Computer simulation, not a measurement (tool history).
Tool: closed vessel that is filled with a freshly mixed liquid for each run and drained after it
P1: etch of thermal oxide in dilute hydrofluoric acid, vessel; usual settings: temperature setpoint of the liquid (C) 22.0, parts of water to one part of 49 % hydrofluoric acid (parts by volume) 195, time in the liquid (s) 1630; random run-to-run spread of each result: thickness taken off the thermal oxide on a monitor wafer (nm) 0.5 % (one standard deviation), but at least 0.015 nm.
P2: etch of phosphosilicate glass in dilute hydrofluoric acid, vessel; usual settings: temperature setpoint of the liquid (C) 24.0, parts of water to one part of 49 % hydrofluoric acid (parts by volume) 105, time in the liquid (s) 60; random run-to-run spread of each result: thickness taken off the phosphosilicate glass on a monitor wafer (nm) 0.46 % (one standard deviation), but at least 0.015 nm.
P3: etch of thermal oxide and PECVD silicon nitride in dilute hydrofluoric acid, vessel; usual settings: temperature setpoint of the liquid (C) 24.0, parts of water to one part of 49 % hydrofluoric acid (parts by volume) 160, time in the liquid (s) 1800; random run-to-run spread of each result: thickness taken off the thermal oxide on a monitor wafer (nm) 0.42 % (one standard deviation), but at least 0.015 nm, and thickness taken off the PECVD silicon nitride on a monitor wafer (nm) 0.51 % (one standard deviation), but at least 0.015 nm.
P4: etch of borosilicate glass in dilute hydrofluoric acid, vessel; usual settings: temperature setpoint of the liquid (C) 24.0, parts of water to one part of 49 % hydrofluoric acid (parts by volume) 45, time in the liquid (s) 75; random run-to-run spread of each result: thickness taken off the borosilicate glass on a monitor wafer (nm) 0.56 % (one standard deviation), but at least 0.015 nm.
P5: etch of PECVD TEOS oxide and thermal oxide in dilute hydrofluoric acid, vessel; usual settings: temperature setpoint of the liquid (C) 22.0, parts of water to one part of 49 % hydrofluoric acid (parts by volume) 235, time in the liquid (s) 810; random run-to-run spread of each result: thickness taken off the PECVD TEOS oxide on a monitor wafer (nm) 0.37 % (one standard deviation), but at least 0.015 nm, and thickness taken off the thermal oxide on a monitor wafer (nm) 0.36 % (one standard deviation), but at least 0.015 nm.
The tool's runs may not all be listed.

run,hour,process that ran,temperature setpoint of the liquid (C),parts of water to one part of 49 % hydrofluoric acid (parts by volume),time in the liquid (s),thickness taken off the thermal oxide on a monitor wafer (nm),thickness taken off the PECVD silicon nitride on a monitor wafer (nm),thickness taken off the PECVD TEOS oxide on a monitor wafer (nm),thickness taken off the phosphosilicate glass on a monitor wafer (nm),thickness taken off the borosilicate glass on a monitor wafer (nm)
1,5.1,P1,22.0,195,1630,32.12000,,,,
2,12.1,P3,24.0,55,1800,160.19000,140.47000,,,
3,19.4,P5,22.0,235,255,4.39290,,11.202,,
4,26.0,P1,30.0,80,1630,121.89000,,,,
5,30.3,P5,22.0,235,810,13.84400,,35.713,,
6,36.0,P1,22.0,355,1630,15.18100,,,,
7,41.7,P1,17.0,195,1630,26.28600,,,,
8,47.3,P2,24.0,105,30,,,,47.570,
9,53.7,P2,24.0,180,60,,,,51.106,
10,59.3,P4,29.5,45,75,,,,,58.131
11,66.8,P1,22.0,100,1630,68.53300,,,,
12,74.0,P4,24.0,75,75,,,,,26.746
13,77.6,P1,22.0,195,2465,48.15200,,,,
14,81.2,P2,24.0,105,60,,,,95.767,
15,84.7,P4,24.0,45,75,,,,,46.861
16,91.5,P1,22.0,195,1630,32.12600,,,,
17,97.4,P3,24.0,160,30,0.83326,0.84604,,,
18,102.7,P3,31.5,160,1800,63.67700,77.60000,,,
19,109.2,P5,18.0,235,810,11.93600,,30.545,,
20,114.9,P2,24.0,105,60,,,,95.350,
21,122.2,P1,30.0,195,1630,42.78900,,,,
22,127.3,P5,22.0,95,810,39.98300,,102.290,,
# hour 131.4: hydrofluoric acid flow meter replaced
23,131.6,P5,22.0,235,810,13.94300,,35.594,,
24,138.7,P2,18.5,105,60,,,,76.505,
25,142.1,P1,22.0,195,650,12.65000,,,,
26,146.2,P1,22.0,195,1630,31.82800,,,,
27,151.9,P3,24.0,160,1800,48.20500,49.02400,,,
28,158.7,P1,22.0,195,1630,32.09200,,,,
29,163.7,P1,22.0,195,1630,32.01700,,,,
30,168.5,P4,24.0,45,30,,,,,18.600
31,175.4,P1,22.0,195,1630,31.81300,,,,
32,182.9,P1,22.0,195,1630,32.98400,,,,
33,186.4,P1,22.0,195,1630,33.42500,,,,
34,189.9,P1,22.0,195,1630,33.62800,,,,
35,195.2,P1,22.0,195,1630,33.81500,,,,
36,202.2,P1,22.0,195,1630,34.05900,,,,
37,206.8,P1,22.0,195,1630,33.76100,,,,
38,212.0,P1,22.0,195,1630,34.12000,,,,

The log shows P1 creeping away from where it was. Any of the 2 causes listed here, at the size stated for it, fits the log just as well as the others:
A: hydrofluoric acid flow above the setpoint (%) = 5.26
B: liquid hotter than its thermometer reads (K) = 1.64
The creep began at about hour 175.4.

Which of the 4 check runs listed below separates the causes, so that each cause would produce a clearly different result? Each run uses one wafer, and its results are marked with question marks.
check 1,217.2,P3,31.5,160,205,?,?,,,
check 2,217.2,P2,24.0,160,60,,,,?,
check 3,217.2,P5,22.0,95,810,?,,?,,
check 4,217.2,P4,24.0,70,30,,,,,?

If the cause were each of the candidates in turn, the checks would give the following:
check,result,if A,if B
check 1,thickness taken off the thermal oxide on a monitor wafer (nm),7.71740,7.67900
check 1,thickness taken off the PECVD silicon nitride on a monitor wafer (nm),9.35770,9.79250
check 2,thickness taken off the phosphosilicate glass on a monitor wafer (nm),62.542,62.628
check 3,thickness taken off the thermal oxide on a monitor wafer (nm),42.24100,42.62200
check 3,thickness taken off the PECVD TEOS oxide on a monitor wafer (nm),108.280,109.260
check 4,thickness taken off the borosilicate glass on a monitor wafer (nm),12.213,12.338
Gap, in per cent, between the two causes that each check separates least, read from the result that separates them most: check 1 4.54 %; check 2 0.14 %; check 3 0.9 %; check 4 1.02 %
Of the check runs offered, only check 1 discriminates between the causes; the rest would read about the same regardless of which cause applies.

Then check 1 was run and gave: thickness taken off the thermal oxide on a monitor wafer (nm) 7.70600; thickness taken off the PECVD silicon nitride on a monitor wafer (nm) 9.75810. Which cause is it?

The correct cause is B, namely: liquid hotter than its thermometer reads (K).
